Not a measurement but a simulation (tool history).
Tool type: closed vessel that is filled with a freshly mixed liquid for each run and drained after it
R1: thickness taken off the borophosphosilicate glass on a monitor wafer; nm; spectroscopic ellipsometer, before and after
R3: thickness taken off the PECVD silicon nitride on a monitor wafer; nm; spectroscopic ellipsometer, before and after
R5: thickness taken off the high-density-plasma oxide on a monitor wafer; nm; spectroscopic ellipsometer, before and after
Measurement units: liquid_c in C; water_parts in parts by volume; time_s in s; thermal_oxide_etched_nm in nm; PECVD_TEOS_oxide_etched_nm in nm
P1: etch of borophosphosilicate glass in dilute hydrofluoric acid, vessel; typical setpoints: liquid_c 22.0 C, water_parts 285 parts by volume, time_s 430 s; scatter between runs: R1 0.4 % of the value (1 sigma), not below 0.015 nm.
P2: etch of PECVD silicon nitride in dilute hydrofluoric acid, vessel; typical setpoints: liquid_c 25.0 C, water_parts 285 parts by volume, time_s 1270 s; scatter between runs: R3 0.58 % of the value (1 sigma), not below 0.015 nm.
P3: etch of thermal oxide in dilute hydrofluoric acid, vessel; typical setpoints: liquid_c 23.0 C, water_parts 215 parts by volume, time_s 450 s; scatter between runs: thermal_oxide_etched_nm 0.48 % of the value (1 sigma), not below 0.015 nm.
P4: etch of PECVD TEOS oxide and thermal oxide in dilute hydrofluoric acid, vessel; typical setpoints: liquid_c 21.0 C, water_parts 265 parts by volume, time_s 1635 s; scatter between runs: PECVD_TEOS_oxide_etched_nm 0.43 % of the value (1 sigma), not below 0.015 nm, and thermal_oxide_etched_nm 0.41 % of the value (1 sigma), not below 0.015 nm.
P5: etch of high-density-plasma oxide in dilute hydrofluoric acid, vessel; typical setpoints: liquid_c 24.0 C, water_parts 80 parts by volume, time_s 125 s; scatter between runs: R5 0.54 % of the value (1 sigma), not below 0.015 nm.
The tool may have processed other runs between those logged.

{"run": 1, "hour": 4.4, "process": "P1", "liquid_c": 22.0, "water_parts": 285, "time_s": 430, "R1": 50.431}
{"run": 2, "hour": 9.7, "process": "P3", "liquid_c": 23.0, "water_parts": 215, "time_s": 835, "thermal_oxide_etched_nm": 15.133}
{"run": 3, "hour": 17.5, "process": "P2", "liquid_c": 25.0, "water_parts": 285, "time_s": 1270, "R3": 8.2399}
{"run": 4, "hour": 21.2, "process": "P1", "liquid_c": 22.0, "water_parts": 285, "time_s": 430, "R1": 50.365}
{"run": 5, "hour": 24.9, "process": "P3", "liquid_c": 23.0, "water_parts": 365, "time_s": 450, "thermal_oxide_etched_nm": 4.1237}
{"run": 6, "hour": 30.7, "process": "P4", "liquid_c": 17.0, "water_parts": 265, "time_s": 1635, "thermal_oxide_etched_nm": 18.745, "PECVD_TEOS_oxide_etched_nm": 42.134}
{"run": 7, "hour": 35.9, "process": "P5", "liquid_c": 24.0, "water_parts": 80, "time_s": 215, "R5": 16.991}
{"run": 8, "hour": 42.8, "process": "P1", "liquid_c": 17.5, "water_parts": 285, "time_s": 430, "R1": 42.777}
{"run": 9, "hour": 49.2, "process": "P1", "liquid_c": 22.0, "water_parts": 285, "time_s": 430, "R1": 50.354}
{"run": 10, "hour": 53.2, "process": "P1", "liquid_c": 22.0, "water_parts": 285, "time_s": 430, "R1": 50.316}
{"run": 11, "hour": 60.5, "process": "P3", "liquid_c": 30.5, "water_parts": 215, "time_s": 450, "thermal_oxide_etched_nm": 10.734}
{"run": 12, "hour": 68.0, "process": "P1", "liquid_c": 22.0, "water_parts": 60, "time_s": 430, "R1": 306.87}
{"run": 13, "hour": 73.0, "process": "P5", "liquid_c": 31.5, "water_parts": 80, "time_s": 125, "R5": 13.379}
{"run": 14, "hour": 80.9, "process": "P4", "liquid_c": 21.0, "water_parts": 125, "time_s": 1635, "thermal_oxide_etched_nm": 53.449, "PECVD_TEOS_oxide_etched_nm": 119.05}
{"run": 15, "hour": 84.9, "process": "P4", "liquid_c": 21.0, "water_parts": 265, "time_s": 390, "thermal_oxide_etched_nm": 5.1821, "PECVD_TEOS_oxide_etched_nm": 11.624}
{"run": 16, "hour": 89.1, "process": "P1", "liquid_c": 27.5, "water_parts": 285, "time_s": 430, "R1": 60.849}
{"run": 17, "hour": 95.5, "process": "P5", "liquid_c": 24.0, "water_parts": 130, "time_s": 125, "R5": 5.8165}
{"run": 18, "hour": 100.7, "process": "P3", "liquid_c": 23.0, "water_parts": 215, "time_s": 450, "thermal_oxide_etched_nm": 8.1722}
{"run": 19, "hour": 106.2, "process": "P2", "liquid_c": 25.0, "water_parts": 285, "time_s": 2135, "R3": 13.853}
{"run": 20, "hour": 110.9, "process": "P2", "liquid_c": 25.0, "water_parts": 500, "time_s": 1270, "R3": 4.6684}
{"run": 21, "hour": 118.6, "process": "P2", "liquid_c": 32.0, "water_parts": 285, "time_s": 1270, "R3": 12.35}
{"run": 22, "hour": 124.3, "process": "P5", "liquid_c": 24.0, "water_parts": 80, "time_s": 125, "R5": 9.9976}
{"run": 23, "hour": 129.1, "process": "P4", "liquid_c": 21.0, "water_parts": 265, "time_s": 1635, "thermal_oxide_etched_nm": 21.695, "PECVD_TEOS_oxide_etched_nm": 48.656}
{"run": 24, "hour": 137.0, "process": "P1", "liquid_c": 22.0, "water_parts": 110, "time_s": 735, "R1": 267.41}
{"run": 25, "hour": 141.1, "process": "P1", "liquid_c": 22.0, "water_parts": 285, "time_s": 30, "R1": 3.5114}
{"run": 26, "hour": 145.3, "process": "P5", "liquid_c": 24.0, "water_parts": 80, "time_s": 125, "R5": 10.02}
{"run": 27, "hour": 153.0, "process": "P1", "liquid_c": 22.0, "water_parts": 285, "time_s": 780, "R1": 91.37}
{"run": 28, "hour": 158.2, "process": "P1", "liquid_c": 22.0, "water_parts": 285, "time_s": 430, "R1": 50.473}
{"run": 29, "hour": 161.7, "process": "P3", "liquid_c": 23.0, "water_parts": 215, "time_s": 450, "thermal_oxide_etched_nm": 8.1689}
{"run": 30, "hour": 166.8, "process": "P4", "liquid_c": 21.0, "water_parts": 265, "time_s": 1635, "thermal_oxide_etched_nm": 21.795, "PECVD_TEOS_oxide_etched_nm": 48.716}
{"run": 31, "hour": 174.0, "process": "P1", "liquid_c": 22.0, "water_parts": 520, "time_s": 430, "R1": 22.44}
{"run": 32, "hour": 180.0, "process": "P1", "liquid_c": 22.0, "water_parts": 285, "time_s": 430, "R1": 50.468}
{"run": 33, "hour": 187.9, "process": "P1", "liquid_c": 22.0, "water_parts": 285, "time_s": 430, "R1": 49.166}
{"run": 34, "hour": 192.7, "process": "P1", "liquid_c": 22.0, "water_parts": 285, "time_s": 430, "R1": 48.845}
{"run": 35, "hour": 198.2, "process": "P1", "liquid_c": 22.0, "water_parts": 285, "time_s": 430, "R1": 48.234}
{"run": 36, "hour": 203.8, "process": "P1", "liquid_c": 22.0, "water_parts": 285, "time_s": 430, "R1": 48.388}
{"run": 37, "hour": 207.3, "process": "P1", "liquid_c": 22.0, "water_parts": 285, "time_s": 430, "R1": 48.443}
{"run": 38, "hour": 213.9, "process": "P1", "liquid_c": 22.0, "water_parts": 285, "time_s": 430, "R1": 48.328}
{"run": 39, "hour": 220.6, "process": "P1", "liquid_c": 22.0, "water_parts": 285, "time_s": 430, "R1": 48.172}
{"run": 40, "hour": 226.9, "process": "P1", "liquid_c": 22.0, "water_parts": 285, "time_s": 430, "R1": 47.685}
{"run": 41, "hour": 233.4, "process": "P1", "liquid_c": 22.0, "water_parts": 285, "time_s": 430, "R1": 47.797}

The output of P1 has drifted from where it used to be. Each of the 2 causes below, taken at the size shown beside it, accounts for the log equally well:
A: hydrofluoric acid flow below the setpoint (%) = 4.06
B: liquid colder than its thermometer reads (K) = 1.46
At approximately hour 180.0, the process output began to creep.

Each of the 4 check runs below uses one wafer; its results are left as question marks. Which run tells the causes apart?
{"run": "check 1", "hour": 239.9, "process": "P5", "liquid_c": 24.0, "water_parts": 80, "time_s": 125, "R5": "?"}
{"run": "check 2", "hour": 239.9, "process": "P2", "liquid_c": 25.0, "water_parts": 285, "time_s": 1270, "R3": "?"}
{"run": "check 3", "hour": 239.9, "process": "P3", "liquid_c": 23.0, "water_parts": 215, "time_s": 450, "thermal_oxide_etched_nm": "?"}
{"run": "check 4", "hour": 239.9, "process": "P4", "liquid_c": 21.0, "water_parts": 265, "time_s": 1635, "thermal_oxide_etched_nm": "?", "PECVD_TEOS_oxide_etched_nm": "?"}

What each check would give under each cause:
check=check_1 result=R5 if_A=9.5126 if_B=9.3871
check=check_2 result=R3 if_A=7.8919 if_B=7.5221
check=check_3 result=thermal_oxide_etched_nm if_A=7.7668 if_B=7.7384
check=check_4 result=thermal_oxide_etched_nm if_A=20.7390 if_B=20.6930
check=check_4 result=PECVD_TEOS_oxide_etched_nm if_A=46.132 if_B=46.029
Minimum pairwise separation of causes per check, each pair taken at its best-separating result: check 1 1.33 %; check 2 4.8 %; check 3 0.37 %; check 4 0.22 %
Only in check 2 would the causes give clearly different results; in the remaining checks their results would be nearly the same.

The results of check 2 are: R3 7.5217 nm. Based on these, which of the listed causes is it?

It is B: liquid colder than its thermometer reads (K).

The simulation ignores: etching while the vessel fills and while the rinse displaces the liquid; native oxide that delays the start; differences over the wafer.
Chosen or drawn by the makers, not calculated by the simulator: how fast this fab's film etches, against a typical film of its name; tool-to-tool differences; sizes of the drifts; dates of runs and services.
